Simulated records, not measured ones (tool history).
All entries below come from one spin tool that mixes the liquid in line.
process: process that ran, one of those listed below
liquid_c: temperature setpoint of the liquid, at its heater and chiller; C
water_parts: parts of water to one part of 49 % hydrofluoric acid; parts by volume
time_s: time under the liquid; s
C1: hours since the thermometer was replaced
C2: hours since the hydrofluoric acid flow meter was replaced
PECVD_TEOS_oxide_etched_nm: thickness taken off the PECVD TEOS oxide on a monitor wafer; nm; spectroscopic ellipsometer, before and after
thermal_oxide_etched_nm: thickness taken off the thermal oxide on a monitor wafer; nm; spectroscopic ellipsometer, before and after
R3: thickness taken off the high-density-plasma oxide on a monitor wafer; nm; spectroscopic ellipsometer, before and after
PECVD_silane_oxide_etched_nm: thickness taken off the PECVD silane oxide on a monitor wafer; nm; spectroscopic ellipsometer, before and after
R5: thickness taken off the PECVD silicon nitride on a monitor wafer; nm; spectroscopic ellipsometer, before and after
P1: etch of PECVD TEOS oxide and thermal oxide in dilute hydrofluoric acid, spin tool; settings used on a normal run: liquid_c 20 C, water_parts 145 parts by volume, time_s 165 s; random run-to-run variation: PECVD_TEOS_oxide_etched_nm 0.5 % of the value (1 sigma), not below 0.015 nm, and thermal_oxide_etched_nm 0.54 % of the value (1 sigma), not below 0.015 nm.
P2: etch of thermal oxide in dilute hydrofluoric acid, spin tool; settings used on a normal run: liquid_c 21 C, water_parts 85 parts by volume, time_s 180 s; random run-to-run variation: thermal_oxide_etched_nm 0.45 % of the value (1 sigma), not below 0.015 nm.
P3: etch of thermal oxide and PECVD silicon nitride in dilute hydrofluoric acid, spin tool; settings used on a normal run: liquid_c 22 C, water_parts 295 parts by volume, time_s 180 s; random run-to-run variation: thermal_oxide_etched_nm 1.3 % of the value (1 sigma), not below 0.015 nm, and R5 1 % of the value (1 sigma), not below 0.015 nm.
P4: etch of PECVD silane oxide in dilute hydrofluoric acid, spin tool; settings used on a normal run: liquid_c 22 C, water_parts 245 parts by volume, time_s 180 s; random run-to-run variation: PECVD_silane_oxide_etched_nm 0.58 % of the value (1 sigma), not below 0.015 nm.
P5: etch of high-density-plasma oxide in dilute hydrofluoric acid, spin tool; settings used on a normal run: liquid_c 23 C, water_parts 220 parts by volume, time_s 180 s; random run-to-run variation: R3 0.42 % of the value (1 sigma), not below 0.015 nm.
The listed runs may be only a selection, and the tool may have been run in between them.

run 1 day=0.292 | process=P1 liquid_c=20 water_parts=145 time_s=165 | C1=1514.3 C2=185.1 | PECVD_TEOS_oxide_etched_nm=17.148 thermal_oxide_etched_nm=4.5267
run 2 day=0.462 | process=P5 liquid_c=23 water_parts=220 time_s=320 | C1=1518.4 C2=189.2 | R3=10.91
run 3 day=0.621 | process=P4 liquid_c=22 water_parts=125 time_s=180 | C1=1522.2 C2=193 | PECVD_silane_oxide_etched_nm=27.696
run 4 day=0.871 | process=P4 liquid_c=17 water_parts=245 time_s=180 | C1=1528.2 C2=199 | PECVD_silane_oxide_etched_nm=10.331
run 5 day=1.15 | process=P2 liquid_c=21 water_parts=85 time_s=260 | C1=1534.9 C2=205.7 | thermal_oxide_etched_nm=13.129
run 6 day=1.433 | process=P3 liquid_c=22 water_parts=295 time_s=180 | C1=1541.7 C2=212.5 | thermal_oxide_etched_nm=1.9756 R5=2.4377
run 7 day=1.617 | process=P5 liquid_c=23 water_parts=40 time_s=180 | C1=1546.1 C2=216.9 | R3=41.513
run 8 day=1.888 | process=P1 liquid_c=20 water_parts=145 time_s=165 | C1=1552.6 C2=223.4 | PECVD_TEOS_oxide_etched_nm=17.085 thermal_oxide_etched_nm=4.495
run 9 day=2.092 | process=P1 liquid_c=20 water_parts=145 time_s=330 | C1=1557.5 C2=228.3 | PECVD_TEOS_oxide_etched_nm=34.057 thermal_oxide_etched_nm=9.0525
run 10 day=2.367 | process=P4 liquid_c=22 water_parts=245 time_s=180 | C1=1564.1 C2=234.9 | PECVD_silane_oxide_etched_nm=12.417
run 11 day=2.588 | process=P3 liquid_c=22 water_parts=295 time_s=280 | C1=1569.4 C2=240.2 | thermal_oxide_etched_nm=3.0749 R5=3.8075
run 12 day=2.912 | process=P1 liquid_c=20 water_parts=45 time_s=165 | C1=1577.2 C2=248 | PECVD_TEOS_oxide_etched_nm=61.347 thermal_oxide_etched_nm=16.028
run 13 day=3.212 | process=P4 liquid_c=22 water_parts=245 time_s=180 | C1=1584.4 C2=255.2 | PECVD_silane_oxide_etched_nm=12.437
run 14 day=3.525 | process=P1 liquid_c=20 water_parts=145 time_s=165 | C1=1591.9 C2=262.7 | PECVD_TEOS_oxide_etched_nm=17.225 thermal_oxide_etched_nm=4.5152
run 15 day=3.683 | process=P3 liquid_c=29.5 water_parts=295 time_s=180 | C1=1595.7 C2=266.5 | thermal_oxide_etched_nm=2.5316 R5=3.8159
run 16 day=3.846 | process=P5 liquid_c=23 water_parts=220 time_s=180 | C1=1599.6 C2=270.4 | R3=6.1537
run 17 day=4.146 | process=P2 liquid_c=21 water_parts=30 time_s=180 | C1=1606.8 C2=277.6 | thermal_oxide_etched_nm=27.233
run 18 day=4.438 | process=P1 liquid_c=27 water_parts=65 time_s=165 | C1=1613.8 C2=284.6 | PECVD_TEOS_oxide_etched_nm=54.945 thermal_oxide_etched_nm=14.634
run 19 day=4.7 | process=P2 liquid_c=27 water_parts=85 time_s=180 | C1=1620.1 C2=290.9 | thermal_oxide_etched_nm=11.453
run 20 day=4.854 | process=P5 liquid_c=18.5 water_parts=220 time_s=180 | C1=1623.8 C2=294.6 | R3=5.1465
run 21 day=5.075 | process=P3 liquid_c=22 water_parts=295 time_s=180 | C1=1629.1 C2=299.9 | thermal_oxide_etched_nm=1.9136 R5=2.4493
run 22 day=5.283 | process=P1 liquid_c=17 water_parts=145 time_s=165 | C1=1634.1 C2=304.9 | PECVD_TEOS_oxide_etched_nm=15.234 thermal_oxide_etched_nm=3.9633
run 23 day=5.454 | process=P1 liquid_c=20 water_parts=145 time_s=165 | C1=1638.2 C2=309 | PECVD_TEOS_oxide_etched_nm=17.197 thermal_oxide_etched_nm=4.4455
run 24 day=5.667 | process=P1 liquid_c=20 water_parts=145 time_s=85 | C1=1643.3 C2=314.1 | PECVD_TEOS_oxide_etched_nm=8.7947 thermal_oxide_etched_nm=2.2904
run 25 day=5.804 | process=P1 liquid_c=25.5 water_parts=145 time_s=165 | C1=1646.6 C2=317.4 | PECVD_TEOS_oxide_etched_nm=21.114 thermal_oxide_etched_nm=5.634
run 26 day=6.038 | process=P3 liquid_c=22 water_parts=50 time_s=180 | C1=1652.2 C2=323 | thermal_oxide_etched_nm=15.083 R5=14.113
run 27 day=6.296 | process=P1 liquid_c=20 water_parts=145 time_s=165 | C1=1658.4 C2=329.2 | PECVD_TEOS_oxide_etched_nm=17.046 thermal_oxide_etched_nm=4.4854
run 28 day=6.479 | process=P2 liquid_c=21 water_parts=85 time_s=180 | C1=1662.8 C2=333.6 | thermal_oxide_etched_nm=8.9255
run 29 day=6.638 | process=P4 liquid_c=22 water_parts=245 time_s=85 | C1=1666.6 C2=337.4 | PECVD_silane_oxide_etched_nm=5.9133
run 30 day=6.783 | process=P1 liquid_c=20 water_parts=200 time_s=165 | C1=1670.1 C2=340.9 | PECVD_TEOS_oxide_etched_nm=11.833 thermal_oxide_etched_nm=3.1036
run 31 day=6.946 | process=P1 liquid_c=20 water_parts=145 time_s=165 | C1=1674 C2=344.8 | PECVD_TEOS_oxide_etched_nm=17.079 thermal_oxide_etched_nm=4.5534

Run 32 has not been measured yet. What should we expect?
run 32 day=7.171 | process=P1 liquid_c=20 water_parts=145 time_s=165 | C1=1679.4 C2=350.2 | PECVD_TEOS_oxide_etched_nm=? thermal_oxide_etched_nm=?

PECVD_TEOS_oxide_etched_nm: 17.73 nm
thermal_oxide_etched_nm: 4.6696 nm
